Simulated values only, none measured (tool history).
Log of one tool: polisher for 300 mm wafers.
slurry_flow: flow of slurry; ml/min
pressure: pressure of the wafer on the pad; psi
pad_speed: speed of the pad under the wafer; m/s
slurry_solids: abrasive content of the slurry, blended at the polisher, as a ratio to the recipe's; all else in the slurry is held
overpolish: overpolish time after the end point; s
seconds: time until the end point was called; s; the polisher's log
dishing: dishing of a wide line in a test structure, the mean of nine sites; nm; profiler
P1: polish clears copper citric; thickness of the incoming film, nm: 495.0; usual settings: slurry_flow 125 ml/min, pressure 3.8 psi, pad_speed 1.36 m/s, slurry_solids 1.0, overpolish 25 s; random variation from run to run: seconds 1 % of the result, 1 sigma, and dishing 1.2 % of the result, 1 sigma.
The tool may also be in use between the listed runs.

run,hour,slurry_flow,pressure,pad_speed,slurry_solids,overpolish,seconds,dishing
1,11.2,125,3.8,1.36,1.0,25,147.330,56.321
2,18.1,125,3.8,1.36,0.6,25,162.110,53.631
# hour 20.3: slurry nozzle cleaned
3,29.9,75,4.8,1.36,1.0,25,135.270,62.775
4,39.5,125,3.8,1.36,1.0,25,147.920,55.720
5,52.8,125,3.8,1.36,1.0,25,147.670,56.822
6,61.8,125,3.8,1.36,1.0,25,147.630,56.975
7,69.1,125,5.4,1.36,1.0,25,105.790,77.471
8,82.8,125,3.8,2.04,1.0,25,98.381,76.901
9,95.9,125,3.8,1.36,1.3,25,140.360,59.201
10,110.1,125,3.8,1.36,1.0,25,146.790,56.541
11,119.4,125,3.8,0.76,1.0,25,260.480,34.621
12,127.4,185,3.8,1.36,1.0,25,138.970,59.838
13,134.7,125,1.7,1.36,1.0,25,324.360,27.599
# hour 135.7: slurry blender recalibrated
14,145.4,125,3.8,1.36,1.0,43,148.990,88.359
15,155.6,125,3.8,1.36,1.0,25,149.840,57.037
16,168.6,125,3.8,1.36,1.0,9,146.350,22.961
17,175.1,75,3.8,1.36,1.0,25,170.020,50.474
18,185.8,125,3.8,1.36,1.0,25,148.430,57.152
19,199.7,125,3.8,1.36,1.0,25,154.790,54.817
20,210.6,125,3.8,1.36,1.0,25,157.020,53.341
21,220.6,125,3.8,1.36,1.0,25,158.760,53.838
# hour 227.6: worn pad replaced by a new one
# hour 227.7: head pressure recalibrated
22,230.9,125,3.8,1.36,1.0,25,155.430,52.385

The next listed run, before its measurement:
23,239.5,125,3.8,1.36,1.0,25,?,?

seconds: 160.000 s
dishing: 53.013 nm
